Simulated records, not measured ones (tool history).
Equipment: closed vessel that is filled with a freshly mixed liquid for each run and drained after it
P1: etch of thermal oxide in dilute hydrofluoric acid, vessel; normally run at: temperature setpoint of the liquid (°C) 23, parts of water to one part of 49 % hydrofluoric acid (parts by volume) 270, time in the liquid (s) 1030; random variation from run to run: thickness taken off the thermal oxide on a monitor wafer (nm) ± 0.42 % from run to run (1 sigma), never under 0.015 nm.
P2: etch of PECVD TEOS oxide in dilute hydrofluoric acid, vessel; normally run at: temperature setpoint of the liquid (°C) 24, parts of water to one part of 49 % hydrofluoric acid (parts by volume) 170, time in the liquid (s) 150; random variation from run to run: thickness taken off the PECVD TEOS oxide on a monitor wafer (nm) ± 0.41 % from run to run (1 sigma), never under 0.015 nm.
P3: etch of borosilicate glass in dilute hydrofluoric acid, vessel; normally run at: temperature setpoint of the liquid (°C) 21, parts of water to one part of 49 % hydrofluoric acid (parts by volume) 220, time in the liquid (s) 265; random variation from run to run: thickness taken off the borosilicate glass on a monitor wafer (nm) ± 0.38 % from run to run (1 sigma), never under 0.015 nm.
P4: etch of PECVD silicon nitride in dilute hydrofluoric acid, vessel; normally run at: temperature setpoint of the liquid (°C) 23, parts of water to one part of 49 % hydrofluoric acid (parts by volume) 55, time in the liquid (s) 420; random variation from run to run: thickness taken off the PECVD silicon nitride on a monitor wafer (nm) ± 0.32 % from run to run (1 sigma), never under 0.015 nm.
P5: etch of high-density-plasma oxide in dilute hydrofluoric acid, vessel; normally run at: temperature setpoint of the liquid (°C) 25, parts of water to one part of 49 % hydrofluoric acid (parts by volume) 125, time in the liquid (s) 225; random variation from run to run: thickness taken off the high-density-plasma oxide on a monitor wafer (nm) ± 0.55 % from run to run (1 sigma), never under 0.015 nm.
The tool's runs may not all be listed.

run	day	process that ran	temperature setpoint of the liquid (°C)	parts of water to one part of 49 % hydrofluoric acid (parts by volume)	time in the liquid (s)	hours since the thermometer was replaced	hours since the hydrofluoric acid flow meter was replaced	thickness taken off the thermal oxide on a monitor wafer (nm)	thickness taken off the high-density-plasma oxide on a monitor wafer (nm)	thickness taken off the PECVD silicon nitride on a monitor wafer (nm)	thickness taken off the borosilicate glass on a monitor wafer (nm)	thickness taken off the PECVD TEOS oxide on a monitor wafer (nm)
1	0.292	P1	23	270	1030	311.6	416.7	14.362				
2	0.454	P5	25	125	225	315.5	420.6		9.1746			
3	0.746	P4	23	55	725	322.5	427.6			45.151		
4	0.996	P5	19	125	225	328.5	433.6		7.2636			
5	1.267	P1	23	270	1030	335	440.1	14.34				
6	1.454	P3	21	220	265	339.5	444.6				29.409	
7	1.7	P1	17.5	270	370	345.4	450.5	4.2497				
8	1.938	P5	25	65	225	351.1	456.2		19.068			
9	2.283	P1	23	270	1030	359.4	464.5	14.57				
10	2.433	P4	23	55	420	363	468.1			26.426		
11	2.725	P2	24	170	150	370	475.1					19.365
12	2.95	P1	23	445	1030	375.4	480.5	7.428				
13	3.204	P1	23	270	1030	381.5	486.6	14.391				
14	3.508	P1	23	270	1980	388.8	493.9	27.59				
15	3.738	P5	25	125	110	394.3	499.4		4.511			
16	3.942	P1	23	270	1030	399.2	504.3	14.415				
17	4.171	P4	29	55	420	404.7	509.8			39.156		
18	4.333	P1	23	270	510	408.6	513.7	7.1123				
19	4.517	P3	21	220	65	413	518.1				7.2633	
20	4.783	P2	17	170	150	419.4	524.5					14.742
21	4.95	P1	17.5	270	1030	423.4	528.5	11.768				
22	5.246	P2	24	290	150	430.5	535.6					9.9599
23	5.404	P3	21	220	265	434.3	539.4				29.599	
24	5.567	P4	23	85	420	438.2	543.3			16.977		
25	5.908	P1	28.5	270	1030	446.4	551.5	17.488				
26	6.138	P2	24	170	150	451.9	557					19.351
27	6.35	P3	29	220	265	457	562.1				39.547	
28	6.671	P1	23	160	1030	464.7	569.8	27.451				
29	6.846	P2	24	170	75	468.9	574					9.6144
30	7.096	P1	23	270	1030	474.9	580	14.416				
31	7.4	P3	21	405	265	482.2	587.3				13.593	
32	7.558	P1	23	270	1030	486	591.1	14.359				
33	7.754	P1	23	270	1030	490.7	595.8	14.003				
34	7.971	P1	23	270	1030	495.9	601	13.573				
35	8.125	P1	23	270	1030	499.6	604.7	13.463				
36	8.283	P1	23	270	1030	503.4	608.5	13.384				
37	8.512	P1	23	270	1030	508.9	614	13.378				
38	8.788	P1	23	270	1030	515.5	620.6	13.365				

The log shows P1 creeping away from where it was. Any of the 2 causes listed here, at the size stated for it, fits the log just as well as the others:
A: hydrofluoric acid flow below the setpoint (%) = 5.84
B: liquid colder than its thermometer reads (K) = 2.11
At approximately day 7.558, the process output began to creep.

Each of the 4 check runs below uses one wafer; its results are left as question marks. Which run tells the causes apart?
check 1	9.062	P5	25	125	225				?			
check 2	9.062	P4	23	55	420					?		
check 3	9.062	P3	21	220	265						?	
check 4	9.062	P2	24	170	150							?

If the cause were each of the candidates in turn, the checks would give the following:
check	result	if A	if B
check 1	thickness taken off the high-density-plasma oxide on a monitor wafer (nm)	8.5846	8.4767
check 2	thickness taken off the PECVD silicon nitride on a monitor wafer (nm)	24.732	22.711
check 3	thickness taken off the borosilicate glass on a monitor wafer (nm)	27.457	27.263
check 4	thickness taken off the PECVD TEOS oxide on a monitor wafer (nm)	17.977	17.823
Smallest distance between any two causes, each pair judged by its most separating result, in per cent: check 1 1.26 %; check 2 8.53 %; check 3 0.71 %; check 4 0.86 %
Check 2 distinguishes between the causes, while the remaining checks would return nearly the same result for all of them.

Check 2 was then run and gave: thickness taken off the PECVD silicon nitride on a monitor wafer (nm) 22.849. Which cause is it?

Of the candidate causes, it is B: liquid colder than its thermometer reads (K).

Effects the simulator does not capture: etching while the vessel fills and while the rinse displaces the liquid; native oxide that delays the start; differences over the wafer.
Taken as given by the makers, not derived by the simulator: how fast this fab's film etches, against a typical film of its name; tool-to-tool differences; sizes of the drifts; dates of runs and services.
